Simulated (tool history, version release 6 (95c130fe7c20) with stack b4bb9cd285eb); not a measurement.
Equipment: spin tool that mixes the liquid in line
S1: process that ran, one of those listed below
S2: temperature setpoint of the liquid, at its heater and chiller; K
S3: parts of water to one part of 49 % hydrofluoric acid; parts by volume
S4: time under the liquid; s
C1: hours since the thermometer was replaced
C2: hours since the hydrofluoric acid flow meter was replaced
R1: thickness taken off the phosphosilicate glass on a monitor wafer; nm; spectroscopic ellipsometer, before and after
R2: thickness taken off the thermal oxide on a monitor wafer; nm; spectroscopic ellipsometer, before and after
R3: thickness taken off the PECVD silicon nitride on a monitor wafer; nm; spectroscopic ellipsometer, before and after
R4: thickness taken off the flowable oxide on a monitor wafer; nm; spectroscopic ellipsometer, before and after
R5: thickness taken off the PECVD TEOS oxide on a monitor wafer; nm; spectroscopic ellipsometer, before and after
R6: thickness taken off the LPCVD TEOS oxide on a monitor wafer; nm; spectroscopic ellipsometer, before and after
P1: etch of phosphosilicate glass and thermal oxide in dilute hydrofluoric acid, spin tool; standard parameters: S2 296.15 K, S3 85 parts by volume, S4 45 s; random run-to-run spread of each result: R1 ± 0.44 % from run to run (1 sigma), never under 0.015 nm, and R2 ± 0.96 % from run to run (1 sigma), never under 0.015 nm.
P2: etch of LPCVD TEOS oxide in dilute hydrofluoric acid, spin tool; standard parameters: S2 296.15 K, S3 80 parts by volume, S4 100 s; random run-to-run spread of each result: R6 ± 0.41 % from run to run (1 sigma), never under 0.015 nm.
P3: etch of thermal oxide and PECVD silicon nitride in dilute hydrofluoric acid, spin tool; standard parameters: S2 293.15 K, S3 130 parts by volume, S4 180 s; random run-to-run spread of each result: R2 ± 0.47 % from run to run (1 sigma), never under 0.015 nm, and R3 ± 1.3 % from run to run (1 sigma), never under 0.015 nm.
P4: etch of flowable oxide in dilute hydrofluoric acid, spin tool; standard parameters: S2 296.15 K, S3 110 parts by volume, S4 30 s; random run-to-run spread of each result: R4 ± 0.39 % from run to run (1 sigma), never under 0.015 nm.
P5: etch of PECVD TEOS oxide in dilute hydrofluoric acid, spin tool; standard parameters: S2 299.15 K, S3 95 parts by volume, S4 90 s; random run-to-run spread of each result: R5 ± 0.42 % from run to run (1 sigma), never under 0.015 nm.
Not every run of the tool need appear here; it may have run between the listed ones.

run   hour  S1      S2   S3   S4     C1      C2       R1        R2      R3       R4      R5       R6
  1    7.0  P1  296.15   85   45  763.2   886.2   31.640   2.41910
  2   11.6  P3  299.65  130  180  767.8   890.8            7.09240  3.1859
  3   16.2  P1  290.15   85   45  772.4   895.4   24.482   1.92080
  4   20.2  P4  296.15  110   55  776.4   899.4                             17.3050
  5   24.7  P3  293.15  130  350  780.9   903.9           10.69600  4.0136
  6   30.6  P4  290.15  110   30  786.8   909.8                              7.4138
  7   35.5  P4  296.15  110   30  791.7   914.7                              9.3880
  8   42.5  P5  299.15   95   90  798.7   921.7                                      16.759
  9   47.5  P1  301.15   85   15  803.7   926.7   12.751   0.97759
 10   53.4  P5  299.15   95  180  809.6   932.6                                      33.680
 11   56.8  P1  302.65   85   45  813.0   936.0   40.763   3.10470
 12   63.6  P1  296.15  130   70  819.8   942.8   30.425   2.36750
 13   68.5  P5  299.15   95   90  824.7   947.7                                      16.845
 14   74.2  P1  296.15   85   45  830.4   953.4   31.449   2.39760
 15   77.7  P1  296.15   85   75  833.9   956.9   52.652   4.09240
 16   81.9  P1  296.15   85   15  838.1   961.1   10.494   0.81168
 17   85.8  P3  293.15  130  180  842.0   965.0            5.45880  2.1599
 18   89.5  P2  290.15   80  100  845.7   968.7                                               42.867
 19   92.8  P4  296.15   60   30  849.0   972.0                             18.4000
 20   98.9  P5  305.15   95   90  855.1   978.1                                      21.137
 21  103.4  P1  296.15   85   45  859.6   982.6   31.439   2.44770
 22  107.2  P5  299.15   30   90  863.4   986.4                                      57.977
 23  112.2  P3  293.15  130  180  868.4   991.4            5.43230  2.1072
 24  118.9  P4  296.15  110   30  875.1   998.1                              9.4127
 25  123.0  P1  296.15   85   45  879.2  1002.2   31.552   2.40480
 26  127.5  P1  296.15  135   45  883.7  1006.7   18.807   1.44150
 27  133.5  P1  296.15   25   45  889.7  1012.7  115.530   8.98390
 28  139.8  P2  296.15   40  100  896.0  1019.0                                              116.900

Predict the results of run 29:
 29  143.4  P2  296.15  80  35  899.6  1022.6                       ?

{"run 29": {"R6": 19.164}}
